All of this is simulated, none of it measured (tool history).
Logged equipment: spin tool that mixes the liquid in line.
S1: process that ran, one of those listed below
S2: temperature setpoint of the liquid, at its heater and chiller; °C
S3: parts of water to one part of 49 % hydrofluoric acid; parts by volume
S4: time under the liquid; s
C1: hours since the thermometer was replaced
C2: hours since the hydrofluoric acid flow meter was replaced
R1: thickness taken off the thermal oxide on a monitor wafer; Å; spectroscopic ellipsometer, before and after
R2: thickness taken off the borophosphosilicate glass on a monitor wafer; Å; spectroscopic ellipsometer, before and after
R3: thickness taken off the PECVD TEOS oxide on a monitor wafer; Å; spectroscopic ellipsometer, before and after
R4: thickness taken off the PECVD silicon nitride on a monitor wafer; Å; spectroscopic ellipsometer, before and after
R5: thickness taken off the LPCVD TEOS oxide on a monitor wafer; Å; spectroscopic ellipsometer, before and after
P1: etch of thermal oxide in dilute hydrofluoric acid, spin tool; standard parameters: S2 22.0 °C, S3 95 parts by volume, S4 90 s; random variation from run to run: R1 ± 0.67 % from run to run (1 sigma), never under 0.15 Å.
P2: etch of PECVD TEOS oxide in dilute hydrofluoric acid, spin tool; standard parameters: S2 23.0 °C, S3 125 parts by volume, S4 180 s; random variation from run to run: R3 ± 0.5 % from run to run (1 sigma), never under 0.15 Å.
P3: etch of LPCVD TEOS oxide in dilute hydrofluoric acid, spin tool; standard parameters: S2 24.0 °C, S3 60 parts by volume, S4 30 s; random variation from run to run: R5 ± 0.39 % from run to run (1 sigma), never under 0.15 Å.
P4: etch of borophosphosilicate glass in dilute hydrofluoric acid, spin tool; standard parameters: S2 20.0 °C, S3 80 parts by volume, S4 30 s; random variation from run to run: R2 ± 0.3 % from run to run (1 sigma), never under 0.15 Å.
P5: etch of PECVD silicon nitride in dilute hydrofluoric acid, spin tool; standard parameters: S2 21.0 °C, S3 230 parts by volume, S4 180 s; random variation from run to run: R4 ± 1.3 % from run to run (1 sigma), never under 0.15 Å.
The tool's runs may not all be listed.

run   hour  S1    S2   S3   S4      C1      C2        R1      R2       R3      R4      R5
  1   16.8  P1  22.0   95   90  1069.7   948.5   39.3810
  2   28.6  P4  17.0   80   30  1081.5   960.3            152.93
  3   42.0  P1  22.0   60   90  1094.9   973.7   65.8260
  4   54.2  P2  23.0  125  180  1107.1   985.9                    157.280
  5   61.7  P2  23.0   45  180  1114.6   993.4                    485.130
  6   69.5  P4  20.0   80   50  1122.4  1001.2            288.65
  7   78.4  P1  22.0   95   90  1131.3  1010.1   39.0950
  8   90.3  P1  22.0   45   15  1143.2  1022.0   14.4800
  9  105.4  P5  21.0  230  180  1158.3  1037.1                             16.597
 10  120.2  P1  22.0   95   90  1173.1  1051.9   39.0450
 11  135.0  P2  23.0  125   60  1187.9  1066.7                     52.768
 12  142.4  P1  25.5   25   90  1195.3  1074.1  190.3100
 13  154.7  P1  22.0   95  145  1207.6  1086.4   63.2900
 14  170.7  P1  22.0   95   15  1223.6  1102.4    6.4977
 15  181.8  P5  21.0  325  180  1234.7  1113.5                             12.049
 16  197.5  P1  22.0   95   90  1250.4  1129.2   39.2580
 17  211.2  P5  21.0  230  355  1264.1  1142.9                             33.739
 18  220.9  P1  29.5   95   90  1273.8  1152.6   52.6560
 19  229.5  P1  22.0  165   90  1282.4  1161.2   20.8940
 20  237.3  P4  20.0   80   30  1290.2  1169.0            172.92
 21  245.4  P4  20.0   20   30  1298.3  1177.1            742.89
 22  258.6  P3  24.0  105   30  1311.5  1190.3                                     151.70
 23  267.2  P3  18.5   60   30  1320.1  1198.9                                     222.76
 24  281.6  P1  22.0   95   90  1334.5  1213.3   39.3820
 25  289.4  P5  27.5  230  180  1342.3  1221.1                             25.850
 26  300.8  P3  24.0   60   45  1353.7  1232.5                                     421.37
 27  314.6  P1  17.0   95   90  1367.5  1246.3   32.0530
 28  327.9  P3  24.0   60   30  1380.8  1259.6                                     280.98
 29  342.3  P2  17.0  125  180  1395.2  1274.0                    124.810
 30  358.9  P1  22.0   95   90  1411.8  1290.6   39.2990
 31  371.6  P1  22.0   95   90  1424.5  1303.3   39.0630
 32  379.1  P1  22.0   95   90  1432.0  1310.8   38.7560
 33  387.0  P1  22.0   95   90  1439.9  1318.7   37.3350
 34  398.7  P1  22.0   95   90  1451.6  1330.4   37.1730
 35  408.2  P1  22.0   95   90  1461.1  1339.9   37.1230
 36  422.2  P1  22.0   95   90  1475.1  1353.9   36.7930

Expected results for the next run?
 37  437.3  P1  22.0  95  90  1490.2  1369.0   ?

{"run 37": {"R1": 36.7}}
